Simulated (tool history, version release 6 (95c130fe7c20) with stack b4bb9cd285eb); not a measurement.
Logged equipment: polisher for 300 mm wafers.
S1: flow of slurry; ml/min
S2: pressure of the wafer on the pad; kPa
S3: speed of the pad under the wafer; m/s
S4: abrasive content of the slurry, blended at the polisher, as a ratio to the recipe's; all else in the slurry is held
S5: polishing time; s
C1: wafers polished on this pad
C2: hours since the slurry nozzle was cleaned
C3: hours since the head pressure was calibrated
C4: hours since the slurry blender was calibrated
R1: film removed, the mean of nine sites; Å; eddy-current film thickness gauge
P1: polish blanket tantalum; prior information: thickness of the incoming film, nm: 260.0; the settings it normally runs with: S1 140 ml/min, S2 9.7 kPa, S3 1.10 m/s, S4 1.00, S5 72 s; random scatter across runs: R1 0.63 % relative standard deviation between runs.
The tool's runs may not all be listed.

run,hour,S1,S2,S3,S4,S5,C1,C2,C3,C4,R1
1,9.6,140,9.7,1.10,1.00,72,969,52.7,344.1,316.0,770.28
2,17.5,140,9.7,1.10,1.00,72,1032,60.6,352.0,323.9,774.27
3,29.3,140,5.5,1.10,0.60,72,1127,72.4,363.8,335.7,368.51
4,35.9,140,9.7,1.10,1.00,49,1181,79.0,370.4,342.3,522.45
5,44.8,140,15.2,1.10,1.00,72,1252,87.9,379.3,351.2,1217.20
6,53.4,140,9.7,1.10,1.00,113,1322,96.5,387.9,359.8,1217.80
7,60.5,140,6.9,1.10,1.00,106,1379,103.6,395.0,366.9,816.67
8,67.0,140,9.7,1.10,0.55,72,1431,110.1,401.5,373.4,623.60
9,75.4,210,9.7,1.10,1.00,72,1499,118.5,409.9,381.8,819.66
# hour 77.6: head pressure recalibrated
10,83.6,90,13.8,1.10,1.00,72,1565,126.7,6.0,390.0,1006.30
11,95.0,85,9.7,1.10,1.00,72,1657,138.1,17.4,401.4,694.74
12,105.2,140,9.7,1.66,1.00,72,1739,148.3,27.6,411.6,1174.90
13,118.5,140,9.7,1.10,1.00,72,1846,161.6,40.9,424.9,767.88
14,126.7,140,9.7,1.10,1.00,72,1912,169.8,49.1,433.1,771.77
# hour 128.8: worn pad replaced by a new one
15,136.1,140,4.8,1.10,1.00,72,59,179.2,58.5,442.5,385.77
# hour 139.4: slurry blender recalibrated
16,149.7,140,9.7,1.10,1.40,72,169,192.8,72.1,10.4,844.53
17,157.7,140,9.7,0.72,1.00,72,233,200.8,80.1,18.4,505.44
18,168.9,140,9.7,1.10,1.00,72,323,212.0,91.3,29.6,767.93
19,182.3,140,9.7,1.10,1.00,72,431,225.4,104.7,43.0,745.09
20,193.4,140,9.7,1.10,1.00,72,521,236.5,115.8,54.1,737.15
21,200.2,140,9.7,1.10,1.00,72,576,243.3,122.6,60.9,744.04
22,210.7,140,9.7,1.10,1.00,72,660,253.8,133.1,71.4,714.62
23,220.4,140,9.7,1.10,1.00,72,738,263.5,142.8,81.1,724.34
24,233.9,140,9.7,1.10,1.00,72,847,277.0,156.3,94.6,716.66
25,241.9,140,9.7,1.10,1.00,72,912,285.0,164.3,102.6,727.60
# hour 249.6: worn pad replaced by a new one
# hour 251.0: slurry blender recalibrated
26,252.5,140,9.7,1.10,1.00,72,23,295.6,174.9,1.5,716.79
27,264.8,140,9.7,1.10,1.00,72,122,307.9,187.2,13.8,715.08
28,273.4,140,9.7,1.10,1.00,72,192,316.5,195.8,22.4,713.71
29,282.8,140,9.7,1.10,1.00,72,267,325.9,205.2,31.8,709.65

Something has made what P1 gives creep away from where it was; the 2 causes below, each at its own stated size, fit the log equally well:
A: head's pressure below its setpoint, % = 7.86
B: slurry flow missing at the pad, % = 31
At approximately hour 168.9, the process output began to creep.
Other possible causes, and why each is ruled out:
removal rate lost through wear of the pad, %: serviced after onset, at hour 249.6, with no recovery of the prior output
abrasive missing from the slurry, %: serviced after onset, at hour 251.0, with no recovery of the prior output

The list below offers 4 check runs, each averaging the results of 5 wafers, and shows each result as a question mark. For which of them would the listed causes give clearly different results?
check 1,292.2,140,15.2,0.78,1.00,72,,,,,?
check 2,292.2,140,6.2,1.10,1.20,72,,,,,?
check 3,292.2,140,9.7,1.10,0.75,109,,,,,?
check 4,292.2,205,9.7,1.10,1.00,72,,,,,?

Predicted outcomes, by check and by cause:
check,result,if A,if B
check 1,R1,792.37,792.43
check 2,R1,479.99,480.03
check 3,R1,982.92,982.99
check 4,R1,754.77,773.23
Separation of the two closest causes in each check, using whichever result separates them best: check 1 0.01 %; check 2 0.01 %; check 3 0.01 %; check 4 2.42 %
The causes can be told apart only by check 4. The other checks would give nearly the same results under each of them.

With check 4 done, the readings were: R1 773.86 Å. Identify which of the listed causes applies.

It was cause B: slurry flow missing at the pad, %.

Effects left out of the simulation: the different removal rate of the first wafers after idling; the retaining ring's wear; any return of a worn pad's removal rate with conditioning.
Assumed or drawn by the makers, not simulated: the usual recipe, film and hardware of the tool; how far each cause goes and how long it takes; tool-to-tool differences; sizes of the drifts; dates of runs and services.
